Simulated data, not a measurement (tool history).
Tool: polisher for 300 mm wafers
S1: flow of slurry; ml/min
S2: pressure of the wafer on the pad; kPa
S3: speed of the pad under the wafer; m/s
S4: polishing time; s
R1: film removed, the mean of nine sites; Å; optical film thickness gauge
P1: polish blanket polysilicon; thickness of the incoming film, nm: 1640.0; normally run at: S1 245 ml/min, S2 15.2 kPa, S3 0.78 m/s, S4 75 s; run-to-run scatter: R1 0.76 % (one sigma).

Run 1, day 0.408: S1 245 ml/min, S2 15.2 kPa, S3 0.78 m/s, S4 75 s. Result: R1 3168.3 Å.
Run 2, day 0.988: S1 245 ml/min, S2 15.2 kPa, S3 0.78 m/s, S4 108 s. Result: R1 4495.2 Å.
Run 3, day 1.275: S1 245 ml/min, S2 15.2 kPa, S3 0.78 m/s, S4 75 s. Result: R1 3173.7 Å.
Run 4, day 1.846: S1 245 ml/min, S2 9.0 kPa, S3 0.78 m/s, S4 75 s. Result: R1 1847.3 Å.
Run 5, day 2.304: S1 245 ml/min, S2 22.8 kPa, S3 0.78 m/s, S4 75 s. Result: R1 4789.4 Å.
Run 6, day 2.662: S1 145 ml/min, S2 15.2 kPa, S3 0.78 m/s, S4 75 s. Result: R1 2949.2 Å.
Run 7, day 2.942: S1 365 ml/min, S2 15.2 kPa, S3 0.78 m/s, S4 75 s. Result: R1 3257.5 Å.
Run 8, day 3.304: S1 245 ml/min, S2 15.2 kPa, S3 0.36 m/s, S4 75 s. Result: R1 1468.0 Å.
Run 9, day 3.858: S1 245 ml/min, S2 15.2 kPa, S3 0.78 m/s, S4 75 s. Result: R1 3134.4 Å.
Run 10, day 4.333: S1 245 ml/min, S2 15.2 kPa, S3 0.78 m/s, S4 49 s. Result: R1 2072.9 Å.
Run 11, day 4.662: S1 245 ml/min, S2 15.2 kPa, S3 0.78 m/s, S4 75 s. Result: R1 3143.6 Å.
Run 12, day 5.004: S1 245 ml/min, S2 7.6 kPa, S3 0.78 m/s, S4 50 s. Result: R1 1056.0 Å.
Run 13, day 5.333: S1 245 ml/min, S2 15.2 kPa, S3 1.12 m/s, S4 75 s. Result: R1 4524.9 Å.
Run 14, day 5.767: S1 245 ml/min, S2 22.8 kPa, S3 1.12 m/s, S4 75 s. Result: R1 6935.3 Å.
Run 15, day 6.308: S1 245 ml/min, S2 15.2 kPa, S3 0.78 m/s, S4 75 s. Result: R1 3183.5 Å.
Run 16, day 6.917: S1 245 ml/min, S2 15.2 kPa, S3 0.78 m/s, S4 75 s. Result: R1 3193.7 Å.
Run 17, day 7.367: S1 245 ml/min, S2 15.2 kPa, S3 0.78 m/s, S4 75 s. Result: R1 3168.5 Å.
Run 18, day 7.879: S1 245 ml/min, S2 15.2 kPa, S3 0.78 m/s, S4 75 s. Result: R1 3098.9 Å.
Run 19, day 8.396: S1 245 ml/min, S2 15.2 kPa, S3 0.78 m/s, S4 75 s. Result: R1 3046.9 Å.
Run 20, day 8.758: S1 245 ml/min, S2 15.2 kPa, S3 0.78 m/s, S4 75 s. Result: R1 3095.3 Å.
Run 21, day 9.167: S1 245 ml/min, S2 15.2 kPa, S3 0.78 m/s, S4 75 s. Result: R1 3070.6 Å.
Run 22, day 9.517: S1 245 ml/min, S2 15.2 kPa, S3 0.78 m/s, S4 75 s. Result: R1 2998.6 Å.

Run 23 comes next. What will it give?
At day 9.729: head pressure recalibrated.
Run 23, day 9.942: S1 245 ml/min, S2 15.2 kPa, S3 0.78 m/s, S4 75 s. Result: R1 ?.

{"run 23": {"R1": 3033.4}}
